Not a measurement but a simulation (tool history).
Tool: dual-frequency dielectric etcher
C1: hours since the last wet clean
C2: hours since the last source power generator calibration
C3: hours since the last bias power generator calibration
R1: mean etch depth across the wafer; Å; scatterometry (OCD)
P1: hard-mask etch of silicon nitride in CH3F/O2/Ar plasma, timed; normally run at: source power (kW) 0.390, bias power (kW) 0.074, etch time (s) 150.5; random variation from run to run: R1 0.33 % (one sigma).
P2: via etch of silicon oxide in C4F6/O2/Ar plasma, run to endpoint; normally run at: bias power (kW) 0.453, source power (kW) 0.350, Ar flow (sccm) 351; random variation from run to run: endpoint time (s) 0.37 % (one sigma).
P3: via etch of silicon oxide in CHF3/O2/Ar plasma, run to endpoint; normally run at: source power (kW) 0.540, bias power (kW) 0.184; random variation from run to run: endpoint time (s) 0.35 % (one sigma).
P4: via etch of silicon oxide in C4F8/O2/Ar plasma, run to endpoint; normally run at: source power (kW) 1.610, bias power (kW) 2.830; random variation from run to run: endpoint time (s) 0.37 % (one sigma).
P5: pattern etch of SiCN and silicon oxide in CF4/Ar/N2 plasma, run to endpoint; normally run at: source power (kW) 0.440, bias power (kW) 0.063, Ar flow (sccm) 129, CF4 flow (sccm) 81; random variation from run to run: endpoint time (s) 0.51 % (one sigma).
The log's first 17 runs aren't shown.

Run 18, hour 191.4: process that ran P4, source power (kW) 1.610, bias power (kW) 2.830; C1 439.0; C2 853.5; C3 3838.8. Result: endpoint time (s) 281.160.
Run 19, hour 200.3: process that ran P3, source power (kW) 0.540, bias power (kW) 0.184; C1 447.9; C2 862.4; C3 3847.7. Result: endpoint time (s) 337.050.
Run 20, hour 208.2: process that ran P3, source power (kW) 0.540, bias power (kW) 0.184; C1 455.8; C2 870.3; C3 3855.6. Result: endpoint time (s) 336.360.
Run 21, hour 218.9: process that ran P2, source power (kW) 0.350, bias power (kW) 0.453, Ar flow (sccm) 351; C1 466.5; C2 881.0; C3 3866.3. Result: endpoint time (s) 25.653.
Run 22, hour 225.0: process that ran P5, source power (kW) 0.440, bias power (kW) 0.063, Ar flow (sccm) 129, CF4 flow (sccm) 111; C1 472.6; C2 887.1; C3 3872.4. Result: endpoint time (s) 11.818.
Run 23, hour 232.7: process that ran P1, source power (kW) 0.390, bias power (kW) 0.055, etch time (s) 150.5; C1 480.3; C2 894.8; C3 3880.1. Result: R1 940.10 Å.
Run 24, hour 239.8: process that ran P3, source power (kW) 0.750, bias power (kW) 0.184; C1 487.4; C2 901.9; C3 3887.2. Result: endpoint time (s) 296.330.
Run 25, hour 249.8: process that ran P1, source power (kW) 0.390, bias power (kW) 0.074, etch time (s) 150.5; C1 497.4; C2 911.9; C3 3897.2. Result: R1 1038.90 Å.
Run 26, hour 259.5: process that ran P1, source power (kW) 0.390, bias power (kW) 0.074, etch time (s) 150.5; C1 507.1; C2 921.6; C3 3906.9. Result: R1 1040.00 Å.
Run 27, hour 270.6: process that ran P1, source power (kW) 0.540, bias power (kW) 0.074, etch time (s) 150.5; C1 518.2; C2 932.7; C3 3918.0. Result: R1 1180.50 Å.

Forecast run 28:
Run 28, hour 281.0: process that ran P4, source power (kW) 1.180, bias power (kW) 2.830; C1 528.6; C2 943.1; C3 3928.4. Result: endpoint time (s) ?.

Run 28 gave endpoint time (s) 314.780.
